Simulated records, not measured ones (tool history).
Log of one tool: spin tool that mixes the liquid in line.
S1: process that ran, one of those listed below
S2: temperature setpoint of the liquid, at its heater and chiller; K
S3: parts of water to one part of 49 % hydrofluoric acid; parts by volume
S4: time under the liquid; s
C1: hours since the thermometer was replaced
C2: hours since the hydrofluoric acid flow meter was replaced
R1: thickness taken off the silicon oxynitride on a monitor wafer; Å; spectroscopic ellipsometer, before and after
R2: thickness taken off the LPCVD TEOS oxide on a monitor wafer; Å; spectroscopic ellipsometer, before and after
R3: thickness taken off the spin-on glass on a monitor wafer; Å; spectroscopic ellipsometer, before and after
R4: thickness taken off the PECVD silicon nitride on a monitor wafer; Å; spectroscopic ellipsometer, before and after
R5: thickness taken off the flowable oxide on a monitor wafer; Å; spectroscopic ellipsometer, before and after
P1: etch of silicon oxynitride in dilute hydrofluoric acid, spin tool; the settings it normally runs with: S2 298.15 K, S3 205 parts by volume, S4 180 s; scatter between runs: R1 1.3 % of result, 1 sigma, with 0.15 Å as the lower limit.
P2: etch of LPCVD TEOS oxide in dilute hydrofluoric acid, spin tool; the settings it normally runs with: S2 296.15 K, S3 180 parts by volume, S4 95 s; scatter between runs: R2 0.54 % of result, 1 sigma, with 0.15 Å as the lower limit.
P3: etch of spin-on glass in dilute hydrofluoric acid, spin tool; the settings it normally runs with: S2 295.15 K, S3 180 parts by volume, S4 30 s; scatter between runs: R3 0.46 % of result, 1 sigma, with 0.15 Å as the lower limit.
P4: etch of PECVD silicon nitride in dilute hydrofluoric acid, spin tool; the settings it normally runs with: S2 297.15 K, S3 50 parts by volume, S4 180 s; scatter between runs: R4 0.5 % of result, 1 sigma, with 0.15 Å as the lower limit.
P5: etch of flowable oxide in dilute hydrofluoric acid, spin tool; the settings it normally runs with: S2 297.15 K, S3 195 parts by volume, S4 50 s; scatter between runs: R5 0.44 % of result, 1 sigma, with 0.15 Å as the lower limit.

run	hour	S1	S2	S3	S4	C1	C2	R1	R2	R3	R4	R5
1	5.3	P1	298.15	205	180	1210.6	165.7	19.2530				
2	10.8	P2	296.15	75	95	1216.1	171.2		571.390			
3	15.6	P3	295.15	315	30	1220.9	176.0			45.768		
4	21.2	P1	298.15	205	180	1226.5	181.6	19.4700				
5	30.9	P4	297.15	50	180	1236.2	191.3				76.209	
6	38.3	P1	298.15	345	180	1243.6	198.7	9.9636				
7	45.0	P3	295.15	180	30	1250.3	205.4			91.256		
8	53.7	P5	297.15	195	50	1259.0	214.1					100.350
9	59.8	P5	290.65	195	50	1265.1	220.2					78.146
10	64.7	P1	304.65	110	180	1270.0	225.1	51.8890				
11	69.5	P3	295.15	180	15	1274.8	229.9			45.494		
12	77.4	P1	302.65	205	180	1282.7	237.8	22.9220				
13	84.7	P3	290.15	180	30	1290.0	245.1			74.523		
14	91.4	P1	298.15	205	180	1296.7	251.8	19.8360				
15	100.5	P1	298.15	50	180	1305.8	260.9	90.8220				
16	108.2	P4	303.65	50	180	1313.5	268.6				116.740	
17	113.1	P2	296.15	180	40	1318.4	273.5		87.858			
18	118.3	P1	298.15	205	180	1323.6	278.7	19.0620				
19	123.8	P1	298.15	205	40	1329.1	284.2	4.3478				
20	129.2	P5	297.15	115	50	1334.5	289.6					186.560
21	139.4	P2	301.65	180	95	1344.7	299.8		258.770			
22	147.8	P1	290.15	205	180	1353.1	308.2	12.9710				
23	154.3	P4	297.15	20	180	1359.6	314.7				185.020	
24	160.9	P4	297.15	50	330	1366.2	321.3				139.250	
25	165.6	P2	296.15	180	95	1370.9	326.0		212.100			
26	174.7	P5	297.15	195	100	1380.0	335.1					200.660
27	179.6	P1	298.15	205	345	1384.9	340.0	37.3450				
28	188.3	P1	298.15	205	180	1393.6	348.7	19.2300				
29	195.3	P1	298.15	205	180	1400.6	355.7	19.4070				
30	204.2	P1	298.15	205	180	1409.5	364.6	19.9480				
31	212.0	P1	298.15	205	180	1417.3	372.4	20.1480				
32	218.6	P1	298.15	205	180	1423.9	379.0	20.5900				
33	226.2	P1	298.15	205	180	1431.5	386.6	21.1080				
34	231.3	P1	298.15	205	180	1436.6	391.7	20.6220				
35	238.9	P1	298.15	205	180	1444.2	399.3	20.9770				
36	246.3	P1	298.15	205	180	1451.6	406.7	20.9060				
37	252.8	P1	298.15	205	180	1458.1	413.2	21.4080				
38	258.0	P1	298.15	205	180	1463.3	418.4	21.0370				
39	264.6	P1	298.15	205	180	1469.9	425.0	20.8440				

Something has made what P1 gives creep away from where it was; the 2 causes below, each at its own stated size, fit the log equally well:
A: liquid hotter than its thermometer reads (K) = 1.88
B: hydrofluoric acid flow above the setpoint (%) = 7.34
The process output started creeping at around hour 195.3.

The check runs listed below each take one wafer, and their results are still question marks. Under which run would the listed causes lead to clearly different results?
check 1	271.2	P5	291.65	195	95							?
check 2	271.2	P3	290.15	180	30					?		
check 3	271.2	P4	297.15	50	315						?	
check 4	271.2	P2	296.15	130	95				?			

What each check would give under each cause:
check	result	if A	if B
check 1	R5	166.150	167.880
check 2	R3	81.017	81.617
check 3	R4	151.330	143.000
check 4	R2	331.320	334.040
Smallest distance between any two causes, each pair judged by its most separating result, in per cent: check 1 1.04 %; check 2 0.74 %; check 3 5.66 %; check 4 0.82 %
Of the check runs offered, only check 3 discriminates between the causes; the rest would read about the same regardless of which cause applies.

With check 3 done, the readings were: R4 150.710 Å. Identify which of the listed causes applies.

Of the candidate causes, it is A: liquid hotter than its thermometer reads (K).

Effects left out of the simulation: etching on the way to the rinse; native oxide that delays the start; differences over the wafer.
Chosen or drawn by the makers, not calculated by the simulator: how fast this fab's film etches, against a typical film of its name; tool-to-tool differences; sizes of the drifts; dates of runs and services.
